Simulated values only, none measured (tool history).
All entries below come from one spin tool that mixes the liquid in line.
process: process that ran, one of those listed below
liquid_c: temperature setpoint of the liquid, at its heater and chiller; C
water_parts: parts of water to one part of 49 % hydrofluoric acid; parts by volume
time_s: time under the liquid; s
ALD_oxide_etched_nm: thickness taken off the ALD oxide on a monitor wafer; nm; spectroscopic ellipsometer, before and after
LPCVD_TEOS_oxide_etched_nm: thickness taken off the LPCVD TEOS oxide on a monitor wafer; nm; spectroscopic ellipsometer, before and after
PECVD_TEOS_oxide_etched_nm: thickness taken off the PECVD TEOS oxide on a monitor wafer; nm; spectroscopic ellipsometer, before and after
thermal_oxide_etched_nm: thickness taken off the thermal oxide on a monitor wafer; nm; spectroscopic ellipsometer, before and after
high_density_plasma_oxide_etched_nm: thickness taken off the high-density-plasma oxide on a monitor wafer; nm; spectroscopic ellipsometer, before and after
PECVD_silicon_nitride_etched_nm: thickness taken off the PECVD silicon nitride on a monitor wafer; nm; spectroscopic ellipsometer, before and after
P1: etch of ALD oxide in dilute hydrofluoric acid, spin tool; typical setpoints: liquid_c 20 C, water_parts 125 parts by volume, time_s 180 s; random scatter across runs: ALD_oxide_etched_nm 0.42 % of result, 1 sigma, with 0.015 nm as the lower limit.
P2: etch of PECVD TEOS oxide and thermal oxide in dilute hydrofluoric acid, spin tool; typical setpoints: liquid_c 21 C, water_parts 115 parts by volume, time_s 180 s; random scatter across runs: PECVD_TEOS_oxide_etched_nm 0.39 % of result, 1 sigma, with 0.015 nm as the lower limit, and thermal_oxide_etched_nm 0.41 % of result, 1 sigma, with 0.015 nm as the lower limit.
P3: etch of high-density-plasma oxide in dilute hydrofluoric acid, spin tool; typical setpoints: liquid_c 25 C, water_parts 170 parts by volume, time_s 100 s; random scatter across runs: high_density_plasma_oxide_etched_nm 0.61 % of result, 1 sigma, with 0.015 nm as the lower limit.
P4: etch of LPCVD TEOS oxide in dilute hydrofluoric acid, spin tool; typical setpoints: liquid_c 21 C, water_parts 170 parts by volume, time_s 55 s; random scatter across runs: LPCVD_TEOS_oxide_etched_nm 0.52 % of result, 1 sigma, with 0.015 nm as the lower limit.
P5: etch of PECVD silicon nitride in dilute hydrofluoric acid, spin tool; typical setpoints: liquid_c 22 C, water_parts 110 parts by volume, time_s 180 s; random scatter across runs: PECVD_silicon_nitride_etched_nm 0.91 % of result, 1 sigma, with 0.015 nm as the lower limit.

| run | day | process | liquid_c | water_parts | time_s | hours since the thermometer was replaced | hours since the hydrofluoric acid flow meter was replaced | ALD_oxide_etched_nm | LPCVD_TEOS_oxide_etched_nm | PECVD_TEOS_oxide_etched_nm | thermal_oxide_etched_nm | high_density_plasma_oxide_etched_nm | PECVD_silicon_nitride_etched_nm |
|---|---|---|---|---|---|---|---|---|---|---|---|---|---|
| 1 | 0.288 | P1 | 20 | 125 | 180 | 2080.8 | 827.2 | 19.649 |  |  |  |  |  |
| 2 | 0.642 | P1 | 20 | 125 | 25 | 2089.3 | 835.7 | 2.7122 |  |  |  |  |  |
| 3 | 0.862 | P1 | 20 | 45 | 180 | 2094.6 | 841 | 59.54 |  |  |  |  |  |
| 4 | 1.05 | P4 | 21 | 235 | 55 | 2099.1 | 845.5 |  | 3.6436 |  |  |  |  |
| 5 | 1.279 | P4 | 21 | 170 | 55 | 2104.6 | 851 |  | 5.3701 |  |  |  |  |
| 6 | 1.675 | P1 | 24.5 | 125 | 180 | 2114.1 | 860.5 | 23.313 |  |  |  |  |  |
| 7 | 1.954 | P2 | 17 | 115 | 180 | 2120.8 | 867.2 |  |  | 12.018 | 5.5475 |  |  |
| 8 | 2.296 | P4 | 27.5 | 170 | 55 | 2129 | 875.4 |  | 6.8622 |  |  |  |  |
| 9 | 2.662 | P1 | 20 | 200 | 180 | 2137.8 | 884.2 | 11.412 |  |  |  |  |  |
| 10 | 3.021 | P3 | 25 | 30 | 100 | 2146.4 | 892.8 |  |  |  |  | 27.078 |  |
| 11 | 3.267 | P3 | 25 | 170 | 100 | 2152.3 | 898.7 |  |  |  |  | 3.9956 |  |
| 12 | 3.479 | P3 | 25 | 170 | 170 | 2157.4 | 903.8 |  |  |  |  | 6.8363 |  |
| 13 | 3.817 | P5 | 22 | 170 | 180 | 2165.5 | 911.9 |  |  |  |  |  | 1.9443 |
| 14 | 4.058 | P1 | 20 | 125 | 355 | 2171.3 | 917.7 | 38.631 |  |  |  |  |  |
| 15 | 4.279 | P2 | 21 | 180 | 180 | 2176.6 | 923 |  |  | 8.4278 | 3.9207 |  |  |
| 16 | 4.471 | P2 | 21 | 115 | 180 | 2181.2 | 927.6 |  |  | 14.218 | 6.5351 |  |  |
| 17 | 4.821 | P1 | 20 | 125 | 180 | 2189.6 | 936 | 19.731 |  |  |  |  |  |
| 18 | 5.188 | P5 | 22 | 110 | 180 | 2198.4 | 944.8 |  |  |  |  |  | 2.9303 |
| 19 | 5.408 | P4 | 21 | 170 | 15 | 2203.7 | 950.1 |  | 1.4756 |  |  |  |  |
| 20 | 5.646 | P1 | 20 | 185 | 50 | 2209.4 | 955.8 | 3.4701 |  |  |  |  |  |
| 21 | 6.025 | P5 | 17 | 110 | 180 | 2218.5 | 964.9 |  |  |  |  |  | 2.1221 |
| 22 | 6.229 | P5 | 22 | 110 | 280 | 2223.4 | 969.8 |  |  |  |  |  | 4.592 |
| 23 | 6.417 | P3 | 21.5 | 170 | 100 | 2227.9 | 974.3 |  |  |  |  | 3.5349 |  |
| 24 | 6.821 | P1 | 17 | 125 | 180 | 2237.6 | 984 | 17.435 |  |  |  |  |  |
| 25 | 7.204 | P2 | 21 | 115 | 335 | 2246.8 | 993.2 |  |  | 26.307 | 12.253 |  |  |
| 26 | 7.608 | P1 | 20 | 125 | 180 | 2256.5 | 1002.9 | 19.684 |  |  |  |  |  |
| 27 | 7.95 | P1 | 20 | 125 | 180 | 2264.7 | 1011.1 | 19.656 |  |  |  |  |  |
| 28 | 8.188 | P1 | 20 | 125 | 180 | 2270.4 | 1016.8 | 19.689 |  |  |  |  |  |
| 29 | 8.417 | P1 | 20 | 125 | 180 | 2275.9 | 1022.3 | 20.136 |  |  |  |  |  |
| 30 | 8.6 | P1 | 20 | 125 | 180 | 2280.3 | 1026.7 | 20.388 |  |  |  |  |  |
| 31 | 8.983 | P1 | 20 | 125 | 180 | 2289.5 | 1035.9 | 20.762 |  |  |  |  |  |
| 32 | 9.162 | P1 | 20 | 125 | 180 | 2293.8 | 1040.2 | 20.956 |  |  |  |  |  |
| 33 | 9.383 | P1 | 20 | 125 | 180 | 2299.1 | 1045.5 | 21.144 |  |  |  |  |  |
| 34 | 9.583 | P1 | 20 | 125 | 180 | 2303.9 | 1050.3 | 21.105 |  |  |  |  |  |
| 35 | 9.862 | P1 | 20 | 125 | 180 | 2310.6 | 1057 | 21.411 |  |  |  |  |  |
| 36 | 10.262 | P1 | 20 | 125 | 180 | 2320.2 | 1066.6 | 21.457 |  |  |  |  |  |
| 37 | 10.667 | P1 | 20 | 125 | 180 | 2329.9 | 1076.3 | 21.539 |  |  |  |  |  |
| 38 | 11.042 | P1 | 20 | 125 | 180 | 2338.9 | 1085.3 | 21.567 |  |  |  |  |  |
| 39 | 11.4 | P1 | 20 | 125 | 180 | 2347.5 | 1093.9 | 21.522 |  |  |  |  |  |

What P1 gives has crept off from where it sat before. The 2 causes that follow fit the log equally well, each at the size noted:
A: hydrofluoric acid flow above the setpoint (%) = 8.46
B: liquid hotter than its thermometer reads (K) = 2.3
The drift started at roughly day 8.188.

Question marks stand in for the results of the 4 check runs listed below, each run on one wafer. Under which run would the listed causes show clearly different results?
| check 1 | 11.758 | P2 | 21 | 115 | 180 |  |  |  |  | ? | ? |  |  |
| check 2 | 11.758 | P4 | 21 | 170 | 55 |  |  |  | ? |  |  |  |  |
| check 3 | 11.758 | P3 | 25 | 170 | 100 |  |  |  |  |  |  | ? |  |
| check 4 | 11.758 | P5 | 22 | 110 | 180 |  |  |  |  |  |  |  | ? |

If the cause were each of the candidates in turn, the checks would give the following:
| check | result | if A | if B |
|---|---|---|---|
| check 1 | PECVD_TEOS_oxide_etched_nm | 15.535 | 15.542 |
| check 1 | thermal_oxide_etched_nm | 7.1951 | 7.198 |
| check 2 | LPCVD_TEOS_oxide_etched_nm | 5.9149 | 5.8755 |
| check 3 | high_density_plasma_oxide_etched_nm | 4.4406 | 4.3891 |
| check 4 | PECVD_silicon_nitride_etched_nm | 3.2031 | 3.4431 |
Gap, in per cent, between the two causes that each check separates least, read from the result that separates them most: check 1 0.04 %; check 2 0.67 %; check 3 1.17 %; check 4 7.23 %
Only check 4 tells the causes apart: in the others they would give nearly the same result.

The results of check 4 are: PECVD_silicon_nitride_etched_nm 3.4326 nm. Based on these, which of the listed causes is it?

It is B: liquid hotter than its thermometer reads (K).
